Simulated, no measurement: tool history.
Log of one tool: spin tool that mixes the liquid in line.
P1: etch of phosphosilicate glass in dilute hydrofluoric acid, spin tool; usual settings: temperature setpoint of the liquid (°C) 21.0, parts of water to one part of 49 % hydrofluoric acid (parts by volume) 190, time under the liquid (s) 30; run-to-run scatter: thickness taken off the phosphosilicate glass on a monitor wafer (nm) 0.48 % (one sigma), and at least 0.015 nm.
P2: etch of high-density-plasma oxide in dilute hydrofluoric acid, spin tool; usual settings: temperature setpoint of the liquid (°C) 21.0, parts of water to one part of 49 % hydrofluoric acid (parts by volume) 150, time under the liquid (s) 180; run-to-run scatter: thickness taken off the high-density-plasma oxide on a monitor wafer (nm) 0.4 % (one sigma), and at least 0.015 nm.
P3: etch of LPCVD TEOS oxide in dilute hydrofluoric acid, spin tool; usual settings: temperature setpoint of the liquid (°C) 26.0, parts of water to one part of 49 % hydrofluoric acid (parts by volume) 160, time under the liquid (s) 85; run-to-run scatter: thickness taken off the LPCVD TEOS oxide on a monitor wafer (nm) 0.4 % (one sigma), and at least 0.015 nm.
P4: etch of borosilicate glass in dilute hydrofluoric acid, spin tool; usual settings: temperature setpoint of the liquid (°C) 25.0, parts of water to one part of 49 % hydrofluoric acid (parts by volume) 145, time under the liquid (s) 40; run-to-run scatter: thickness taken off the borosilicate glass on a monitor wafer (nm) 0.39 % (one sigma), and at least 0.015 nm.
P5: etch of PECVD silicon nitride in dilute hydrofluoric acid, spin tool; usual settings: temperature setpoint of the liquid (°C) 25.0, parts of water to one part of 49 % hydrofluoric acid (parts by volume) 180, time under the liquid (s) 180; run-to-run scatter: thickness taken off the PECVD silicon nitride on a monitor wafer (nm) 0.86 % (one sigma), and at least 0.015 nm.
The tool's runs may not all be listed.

run   hour  process that ran  temperature setpoint of the liquid (°C)  parts of water to one part of 49 % hydrofluoric acid (parts by volume)  time under the liquid (s)  hours since the thermometer was replaced  hours since the hydrofluoric acid flow meter was replaced  thickness taken off the phosphosilicate glass on a monitor wafer (nm)  thickness taken off the PECVD silicon nitride on a monitor wafer (nm)  thickness taken off the high-density-plasma oxide on a monitor wafer (nm)  thickness taken off the borosilicate glass on a monitor wafer (nm)  thickness taken off the LPCVD TEOS oxide on a monitor wafer (nm)
  1    6.4                P1                                     21.0                                                                     190                         30                                     529.8                                                      805.9                                                                 25.218
  2   12.3                P5                                     25.0                                                                     180                        180                                     535.7                                                      811.8                                                                                                                                        2.3172
  3   22.2                P1                                     21.0                                                                     190                         30                                     545.6                                                      821.7                                                                 25.202
  4   31.1                P1                                     21.0                                                                     190                         15                                     554.5                                                      830.6                                                                 12.544
  5   38.7                P2                                     21.0                                                                      65                        180                                     562.1                                                      838.2                                                                                                                                                                                                                  20.3770
  6   47.1                P1                                     21.0                                                                     190                         30                                     570.5                                                      846.6                                                                 25.308
  7   55.0                P4                                     25.0                                                                     145                         70                                     578.4                                                      854.5                                                                                                                                                                                                                                                                                      11.8560
  8   63.0                P3                                     26.0                                                                     160                         85                                     586.4                                                      862.5                                                                                                                                                                                                                                                                                                                                                         9.0882
  9   69.9                P4                                     25.0                                                                      40                         40                                     593.3                                                      869.4                                                                                                                                                                                                                                                                                      28.0840
 10   75.8                P2                                     21.0                                                                     150                        180                                     599.2                                                      875.3                                                                                                                                                                                                                   8.0473
 11   81.0                P5                                     25.0                                                                     180                        340                                     604.4                                                      880.5                                                                                                                                        4.4471
 12   86.5                P1                                     21.0                                                                     270                         30                                     609.9                                                      886.0                                                                 16.347
 13   92.7                P3                                     32.0                                                                     160                         85                                     616.1                                                      892.2                                                                                                                                                                                                                                                                                                                                                        11.3030
 14  102.5                P4                                     33.0                                                                     145                         40                                     625.9                                                      902.0                                                                                                                                                                                                                                                                                       9.0835
 15  112.3                P2                                     17.0                                                                     150                        180                                     635.7                                                      911.8                                                                                                                                                                                                                   6.8124
 16  118.5                P4                                     25.0                                                                     145                         40                                     641.9                                                      918.0                                                                                                                                                                                                                                                                                       6.7923
 17  128.5                P5                                     18.5                                                                     180                        180                                     651.9                                                      928.0                                                                                                                                        1.5185
 18  133.4                P1                                     17.0                                                                     190                         55                                     656.8                                                      932.9                                                                 39.673
 19  142.9                P3                                     26.0                                                                      60                         85                                     666.3                                                      942.4                                                                                                                                                                                                                                                                                                                                                        27.5860
 20  149.5                P2                                     21.0                                                                     150                         90                                     672.9                                                      949.0                                                                                                                                                                                                                   3.9622
 21  155.5                P1                                     21.0                                                                     190                         30                                     678.9                                                      955.0                                                                 25.172
 22  160.7                P1                                     26.5                                                                     190                         30                                     684.1                                                      960.2                                                                 31.184
 23  170.8                P3                                     26.0                                                                     160                        125                                     694.2                                                      970.3                                                                                                                                                                                                                                                                                                                                                        13.4680
 24  178.7                P1                                     21.0                                                                      45                         30                                     702.1                                                      978.2                                                                126.150
 25  183.9                P1                                     17.0                                                                     190                         30                                     707.3                                                      983.4                                                                 21.524
 26  193.4                P1                                     21.0                                                                     190                         60                                     716.8                                                      992.9                                                                 50.663

Forecast run 27:
 27  202.6                P5                                     25.0                                                                     305                        180                                     726.0                                                     1002.1                                                                                                                                             ?

thickness taken off the PECVD silicon nitride on a monitor wafer (nm): 1.3452
